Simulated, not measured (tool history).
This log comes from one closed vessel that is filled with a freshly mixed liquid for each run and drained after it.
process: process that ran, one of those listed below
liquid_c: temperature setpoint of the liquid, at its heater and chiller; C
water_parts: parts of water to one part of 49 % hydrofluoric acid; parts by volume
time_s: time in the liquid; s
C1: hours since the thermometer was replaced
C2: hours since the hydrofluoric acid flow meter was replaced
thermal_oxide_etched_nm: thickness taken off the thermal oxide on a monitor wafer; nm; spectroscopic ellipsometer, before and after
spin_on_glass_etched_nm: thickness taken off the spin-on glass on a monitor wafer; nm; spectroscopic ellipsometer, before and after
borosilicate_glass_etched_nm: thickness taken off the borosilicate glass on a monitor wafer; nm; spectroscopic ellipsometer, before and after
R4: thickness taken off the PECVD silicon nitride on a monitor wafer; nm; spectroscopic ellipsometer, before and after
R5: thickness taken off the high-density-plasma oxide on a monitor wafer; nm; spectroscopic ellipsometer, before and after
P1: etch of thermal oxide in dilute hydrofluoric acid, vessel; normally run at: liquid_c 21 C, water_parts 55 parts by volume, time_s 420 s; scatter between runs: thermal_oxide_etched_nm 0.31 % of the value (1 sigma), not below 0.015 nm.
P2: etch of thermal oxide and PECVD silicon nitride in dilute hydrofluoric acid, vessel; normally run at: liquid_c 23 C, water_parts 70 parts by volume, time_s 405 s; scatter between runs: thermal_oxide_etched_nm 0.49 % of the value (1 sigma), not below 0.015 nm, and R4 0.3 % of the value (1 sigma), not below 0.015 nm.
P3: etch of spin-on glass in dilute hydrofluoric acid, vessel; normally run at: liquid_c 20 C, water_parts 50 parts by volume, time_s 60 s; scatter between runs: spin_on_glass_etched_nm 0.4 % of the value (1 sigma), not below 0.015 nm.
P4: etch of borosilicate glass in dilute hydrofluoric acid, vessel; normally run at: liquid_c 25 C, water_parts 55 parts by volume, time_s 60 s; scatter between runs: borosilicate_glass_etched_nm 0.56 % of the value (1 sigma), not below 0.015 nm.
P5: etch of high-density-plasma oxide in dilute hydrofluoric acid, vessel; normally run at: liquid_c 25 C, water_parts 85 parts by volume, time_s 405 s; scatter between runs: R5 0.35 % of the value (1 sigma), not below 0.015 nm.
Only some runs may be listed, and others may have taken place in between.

{"run": 1, "day": 0.167, "process": "P1", "liquid_c": 21, "water_parts": 55, "time_s": 420, "C1": 1297.5, "C2": 446.6, "thermal_oxide_etched_nm": 33.814}
{"run": 2, "day": 0.425, "process": "P1", "liquid_c": 21, "water_parts": 55, "time_s": 180, "C1": 1303.7, "C2": 452.8, "thermal_oxide_etched_nm": 14.414}
{"run": 3, "day": 0.608, "process": "P3", "liquid_c": 17, "water_parts": 50, "time_s": 60, "C1": 1308.1, "C2": 457.2, "spin_on_glass_etched_nm": 39.272}
{"run": 4, "day": 0.775, "process": "P4", "liquid_c": 25, "water_parts": 55, "time_s": 60, "C1": 1312.1, "C2": 461.2, "borosilicate_glass_etched_nm": 37.045}
{"run": 5, "day": 0.908, "process": "P1", "liquid_c": 17, "water_parts": 55, "time_s": 420, "C1": 1315.3, "C2": 464.4, "thermal_oxide_etched_nm": 28.324}
{"run": 6, "day": 1.167, "process": "P4", "liquid_c": 25, "water_parts": 20, "time_s": 60, "C1": 1321.5, "C2": 470.6, "borosilicate_glass_etched_nm": 107.8}
{"run": 7, "day": 1.342, "process": "P2", "liquid_c": 17, "water_parts": 70, "time_s": 405, "C1": 1325.7, "C2": 474.8, "thermal_oxide_etched_nm": 20.732, "R4": 16.093}
{"run": 8, "day": 1.571, "process": "P5", "liquid_c": 25, "water_parts": 150, "time_s": 405, "C1": 1331.2, "C2": 480.3, "R5": 13.376}
{"run": 9, "day": 1.742, "process": "P1", "liquid_c": 25.5, "water_parts": 30, "time_s": 420, "C1": 1335.3, "C2": 484.4, "thermal_oxide_etched_nm": 76.697}
{"run": 10, "day": 1.996, "process": "P5", "liquid_c": 25, "water_parts": 85, "time_s": 405, "C1": 1341.4, "C2": 490.5, "R5": 25.533}
{"run": 11, "day": 2.246, "process": "P1", "liquid_c": 21, "water_parts": 55, "time_s": 420, "C1": 1347.4, "C2": 496.5, "thermal_oxide_etched_nm": 33.683}
{"run": 12, "day": 2.4, "process": "P5", "liquid_c": 17, "water_parts": 85, "time_s": 405, "C1": 1351.1, "C2": 500.2, "R5": 18.449}
{"run": 13, "day": 2.608, "process": "P1", "liquid_c": 26.5, "water_parts": 55, "time_s": 420, "C1": 1356.1, "C2": 505.2, "thermal_oxide_etched_nm": 42.358}
{"run": 14, "day": 2.746, "process": "P1", "liquid_c": 21, "water_parts": 55, "time_s": 645, "C1": 1359.4, "C2": 508.5, "thermal_oxide_etched_nm": 52.092}
{"run": 15, "day": 2.938, "process": "P1", "liquid_c": 21, "water_parts": 55, "time_s": 420, "C1": 1364, "C2": 513.1, "thermal_oxide_etched_nm": 33.621}
{"run": 16, "day": 3.062, "process": "P1", "liquid_c": 21, "water_parts": 55, "time_s": 420, "C1": 1367, "C2": 516.1, "thermal_oxide_etched_nm": 33.802}
{"run": 17, "day": 3.217, "process": "P2", "liquid_c": 23, "water_parts": 70, "time_s": 405, "C1": 1370.7, "C2": 519.8, "thermal_oxide_etched_nm": 26.766, "R4": 24.376}
{"run": 18, "day": 3.479, "process": "P1", "liquid_c": 21, "water_parts": 55, "time_s": 420, "C1": 1377, "C2": 526.1, "thermal_oxide_etched_nm": 33.572}
{"run": 19, "day": 3.617, "process": "P3", "liquid_c": 20, "water_parts": 50, "time_s": 60, "C1": 1380.3, "C2": 529.4, "spin_on_glass_etched_nm": 44.469}
{"run": 20, "day": 3.871, "process": "P1", "liquid_c": 27.5, "water_parts": 20, "time_s": 420, "C1": 1386.4, "C2": 535.5, "thermal_oxide_etched_nm": 127.38}
{"run": 21, "day": 4.138, "process": "P4", "liquid_c": 17, "water_parts": 55, "time_s": 60, "C1": 1392.8, "C2": 541.9, "borosilicate_glass_etched_nm": 26.367}
{"run": 22, "day": 4.329, "process": "P2", "liquid_c": 23, "water_parts": 70, "time_s": 405, "C1": 1397.4, "C2": 546.5, "thermal_oxide_etched_nm": 26.313, "R4": 24.306}
{"run": 23, "day": 4.479, "process": "P5", "liquid_c": 25, "water_parts": 85, "time_s": 650, "C1": 1401, "C2": 550.1, "R5": 41.034}
{"run": 24, "day": 4.675, "process": "P3", "liquid_c": 20, "water_parts": 50, "time_s": 105, "C1": 1405.7, "C2": 554.8, "spin_on_glass_etched_nm": 77.202}
{"run": 25, "day": 4.917, "process": "P1", "liquid_c": 21, "water_parts": 20, "time_s": 420, "C1": 1411.5, "C2": 560.6, "thermal_oxide_etched_nm": 95.916}
{"run": 26, "day": 5.054, "process": "P5", "liquid_c": 25, "water_parts": 85, "time_s": 405, "C1": 1414.8, "C2": 563.9, "R5": 25.672}
{"run": 27, "day": 5.229, "process": "P2", "liquid_c": 23, "water_parts": 70, "time_s": 215, "C1": 1419, "C2": 568.1, "thermal_oxide_etched_nm": 14.046, "R4": 12.924}
{"run": 28, "day": 5.479, "process": "P1", "liquid_c": 21, "water_parts": 95, "time_s": 790, "C1": 1425, "C2": 574.1, "thermal_oxide_etched_nm": 35.061}
{"run": 29, "day": 5.662, "process": "P2", "liquid_c": 23, "water_parts": 20, "time_s": 405, "C1": 1429.4, "C2": 578.5, "thermal_oxide_etched_nm": 100.02, "R4": 82.036}
{"run": 30, "day": 5.942, "process": "P1", "liquid_c": 21, "water_parts": 90, "time_s": 420, "C1": 1436.1, "C2": 585.2, "thermal_oxide_etched_nm": 19.699}
{"run": 31, "day": 6.117, "process": "P4", "liquid_c": 25, "water_parts": 55, "time_s": 30, "C1": 1440.3, "C2": 589.4, "borosilicate_glass_etched_nm": 18.545}
{"run": 32, "day": 6.288, "process": "P3", "liquid_c": 20, "water_parts": 90, "time_s": 60, "C1": 1444.4, "C2": 593.5, "spin_on_glass_etched_nm": 23.697}
{"run": 33, "day": 6.521, "process": "P1", "liquid_c": 21, "water_parts": 55, "time_s": 420, "C1": 1450, "C2": 599.1, "thermal_oxide_etched_nm": 33.86}
{"run": 34, "day": 6.717, "process": "P1", "liquid_c": 21, "water_parts": 55, "time_s": 420, "C1": 1454.7, "C2": 603.8, "thermal_oxide_etched_nm": 33.075}
{"run": 35, "day": 6.892, "process": "P1", "liquid_c": 21, "water_parts": 55, "time_s": 420, "C1": 1458.9, "C2": 608, "thermal_oxide_etched_nm": 32.431}
{"run": 36, "day": 7.162, "process": "P1", "liquid_c": 21, "water_parts": 55, "time_s": 420, "C1": 1465.4, "C2": 614.5, "thermal_oxide_etched_nm": 31.834}
{"run": 37, "day": 7.404, "process": "P1", "liquid_c": 21, "water_parts": 55, "time_s": 420, "C1": 1471.2, "C2": 620.3, "thermal_oxide_etched_nm": 31.896}
{"run": 38, "day": 7.642, "process": "P1", "liquid_c": 21, "water_parts": 55, "time_s": 420, "C1": 1476.9, "C2": 626, "thermal_oxide_etched_nm": 31.605}
{"run": 39, "day": 7.821, "process": "P1", "liquid_c": 21, "water_parts": 55, "time_s": 420, "C1": 1481.2, "C2": 630.3, "thermal_oxide_etched_nm": 31.682}
{"run": 40, "day": 8.021, "process": "P1", "liquid_c": 21, "water_parts": 55, "time_s": 420, "C1": 1486, "C2": 635.1, "thermal_oxide_etched_nm": 31.574}
{"run": 41, "day": 8.208, "process": "P1", "liquid_c": 21, "water_parts": 55, "time_s": 420, "C1": 1490.5, "C2": 639.6, "thermal_oxide_etched_nm": 31.52}
{"run": 42, "day": 8.379, "process": "P1", "liquid_c": 21, "water_parts": 55, "time_s": 420, "C1": 1494.6, "C2": 643.7, "thermal_oxide_etched_nm": 31.613}
{"run": 43, "day": 8.521, "process": "P1", "liquid_c": 21, "water_parts": 55, "time_s": 420, "C1": 1498, "C2": 647.1, "thermal_oxide_etched_nm": 31.452}

The output of P1 has drifted from where it used to be. Each of the 2 causes below, taken at the size shown beside it, accounts for the log equally well:
A: hydrofluoric acid flow below the setpoint (%) = 5.89
B: liquid colder than its thermometer reads (K) = 1.54
The process output started creeping at around day 6.521.

4 check runs are offered, one wafer each, their results left as question marks. Which one tells the causes apart?
{"run": "check 1", "day": 8.662, "process": "P2", "liquid_c": 17, "water_parts": 70, "time_s": 405, "thermal_oxide_etched_nm": "?", "R4": "?"}
{"run": "check 2", "day": 8.662, "process": "P4", "liquid_c": 18, "water_parts": 55, "time_s": 60, "borosilicate_glass_etched_nm": "?"}
{"run": "check 3", "day": 8.662, "process": "P5", "liquid_c": 17.5, "water_parts": 150, "time_s": 405, "R5": "?"}
{"run": "check 4", "day": 8.662, "process": "P3", "liquid_c": 17, "water_parts": 90, "time_s": 60, "spin_on_glass_etched_nm": "?"}

What each check would give under each cause:
check=check_1 result=thermal_oxide_etched_nm if_A=19.347 if_B=19.326
check=check_1 result=R4 if_A=15.197 if_B=14.45
check=check_2 result=borosilicate_glass_etched_nm if_A=25.86 if_B=25.807
check=check_3 result=R5 if_A=9.3268 if_B=9.3883
check=check_4 result=spin_on_glass_etched_nm if_A=19.438 if_B=19.454
Smallest distance between any two causes, each pair judged by its most separating result, in per cent: check 1 5.04 %; check 2 0.21 %; check 3 0.66 %; check 4 0.08 %
Only check 1 tells the causes apart: in the others they would give nearly the same result.

Here is what check 1 returned: thermal_oxide_etched_nm 19.517 nm; R4 14.38 nm. Which cause is it?

It is B: liquid colder than its thermometer reads (K).
